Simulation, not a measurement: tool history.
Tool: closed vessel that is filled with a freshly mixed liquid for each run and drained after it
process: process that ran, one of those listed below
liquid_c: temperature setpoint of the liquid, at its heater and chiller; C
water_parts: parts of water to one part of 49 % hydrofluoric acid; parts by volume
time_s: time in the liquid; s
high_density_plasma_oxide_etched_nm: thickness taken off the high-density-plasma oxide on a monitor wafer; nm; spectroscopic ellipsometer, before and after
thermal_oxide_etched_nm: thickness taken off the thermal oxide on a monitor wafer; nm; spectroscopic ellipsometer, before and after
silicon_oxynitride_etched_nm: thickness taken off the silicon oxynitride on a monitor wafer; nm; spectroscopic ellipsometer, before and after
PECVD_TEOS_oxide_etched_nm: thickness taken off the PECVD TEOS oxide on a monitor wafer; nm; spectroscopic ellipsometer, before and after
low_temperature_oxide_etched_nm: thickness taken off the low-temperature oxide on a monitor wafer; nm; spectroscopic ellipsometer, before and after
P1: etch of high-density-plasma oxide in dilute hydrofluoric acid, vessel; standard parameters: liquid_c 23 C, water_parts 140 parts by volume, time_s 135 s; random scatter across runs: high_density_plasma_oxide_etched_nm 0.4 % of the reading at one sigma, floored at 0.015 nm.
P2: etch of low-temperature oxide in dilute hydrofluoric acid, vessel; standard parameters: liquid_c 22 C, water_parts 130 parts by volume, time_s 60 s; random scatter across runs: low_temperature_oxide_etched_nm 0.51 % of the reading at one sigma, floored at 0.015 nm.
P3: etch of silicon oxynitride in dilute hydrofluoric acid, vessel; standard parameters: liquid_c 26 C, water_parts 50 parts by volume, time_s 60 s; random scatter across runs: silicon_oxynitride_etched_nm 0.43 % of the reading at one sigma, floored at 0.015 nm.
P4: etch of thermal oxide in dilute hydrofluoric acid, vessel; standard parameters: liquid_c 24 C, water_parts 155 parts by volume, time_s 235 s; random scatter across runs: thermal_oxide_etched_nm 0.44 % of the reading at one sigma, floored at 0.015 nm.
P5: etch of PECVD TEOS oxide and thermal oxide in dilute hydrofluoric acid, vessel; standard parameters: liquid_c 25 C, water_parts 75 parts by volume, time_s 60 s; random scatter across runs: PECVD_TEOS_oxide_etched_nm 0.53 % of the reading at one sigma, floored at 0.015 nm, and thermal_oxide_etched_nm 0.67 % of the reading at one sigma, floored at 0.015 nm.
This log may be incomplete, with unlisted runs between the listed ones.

run,hour,process,liquid_c,water_parts,time_s,high_density_plasma_oxide_etched_nm,thermal_oxide_etched_nm,silicon_oxynitride_etched_nm,PECVD_TEOS_oxide_etched_nm,low_temperature_oxide_etched_nm
1,6,P1,23,140,135,9.8191,,,,
2,16.5,P1,23,220,55,2.3388,,,,
3,23.3,P1,23,140,135,9.8497,,,,
4,28.5,P4,24,155,235,,6.6857,,,
5,39.3,P4,24,155,70,,1.9937,,,
6,45.3,P3,26,50,30,,,2.9945,,
7,50.7,P5,25,75,60,,4.0075,,9.5575,
8,60.8,P2,22,130,60,,,,,9.8446
9,68.5,P2,22,130,35,,,,,5.7743
10,75.1,P1,23,140,230,16.908,,,,
11,81.2,P4,24,155,235,,6.6918,,,
12,89.6,P4,29.5,155,235,,8.2788,,,
13,95.6,P1,23,140,135,9.8588,,,,
14,103.6,P4,24,265,235,,3.5029,,,
15,113.5,P3,26,50,60,,,5.9983,,
16,121.5,P1,23,140,135,9.7889,,,,
17,130,P1,23,140,30,2.2109,,,,
18,141.8,P3,18,50,60,,,4.0083,,
19,147.8,P5,33.5,75,60,,5.5651,,13.271,
20,156,P1,23,30,135,52.716,,,,
21,164.9,P1,23,140,135,9.8255,,,,
# hour 169.4: thermometer replaced
# hour 170.6: hydrofluoric acid flow meter replaced
22,171.3,P2,22,130,60,,,,,9.815
23,181.6,P5,25,35,60,,9.0406,,21.717,
24,188.9,P2,22,225,60,,,,,5.1709
25,194,P1,23,140,135,9.8311,,,,
26,201.7,P1,27.5,140,135,11.753,,,,
27,208.8,P1,23,220,250,10.621,,,,
28,218.6,P2,17,130,60,,,,,8.0796
29,230.1,P1,17,140,135,7.6768,,,,
30,236.3,P1,23,230,135,5.4083,,,,
31,247,P3,26,30,60,,,10.095,,
32,255.2,P3,26,50,60,,,5.9441,,
33,262.1,P5,25,75,30,,2.0139,,4.7194,
34,269.4,P5,25,75,60,,4.0503,,9.5466,
35,275.3,P1,23,140,135,9.8254,,,,
36,280.5,P1,23,140,135,9.7331,,,,
37,288.1,P1,23,140,135,9.4739,,,,
38,296.3,P1,23,140,135,9.3348,,,,
39,304.9,P1,23,140,135,9.1826,,,,
40,313.3,P1,23,140,135,9.2511,,,,
41,324,P1,23,140,135,9.1709,,,,
42,329.6,P1,23,140,135,9.1062,,,,
43,338.1,P1,23,140,135,9.151,,,,
44,348.1,P1,23,140,135,9.1007,,,,
45,356,P1,23,140,135,9.1141,,,,
46,362.9,P1,23,140,135,9.0552,,,,

Compared with where it was, what P1 gives has crept away. Each cause listed below fits the log as well as the rest, at the size given for it:
A: liquid colder than its thermometer reads (K) = 1.98
B: hydrofluoric acid flow below the setpoint (%) = 6.45
The gradual shift began around hour 275.3.

4 check runs are offered, each on 2 wafers whose results are averaged, their results left as question marks. Which one tells the causes apart?
check 1,369.8,P2,22,205,60,,,,,?
check 2,369.8,P5,31.5,50,60,,?,,?,
check 3,369.8,P3,19,50,60,,,?,,
check 4,369.8,P4,28.5,155,235,,?,,,

Predicted outcomes, by check and by cause:
check,result,if A,if B
check 1,low_temperature_oxide_etched_nm,5.3609,5.331
check 2,thermal_oxide_etched_nm,7.4953,7.5341
check 2,PECVD_TEOS_oxide_etched_nm,17.829,17.922
check 3,silicon_oxynitride_etched_nm,3.8245,3.9494
check 4,thermal_oxide_etched_nm,7.3958,7.3421
Gap, in per cent, between the two causes that each check separates least, read from the result that separates them most: check 1 0.56 %; check 2 0.52 %; check 3 3.21 %; check 4 0.73 %
Check 3 is the one run that separates the causes; every other check would come out nearly the same whichever cause is at work.

Running check 3 produced the following: silicon_oxynitride_etched_nm 3.8177 nm. Which one of the listed causes fits?

Of the candidate causes, it is A: liquid colder than its thermometer reads (K).
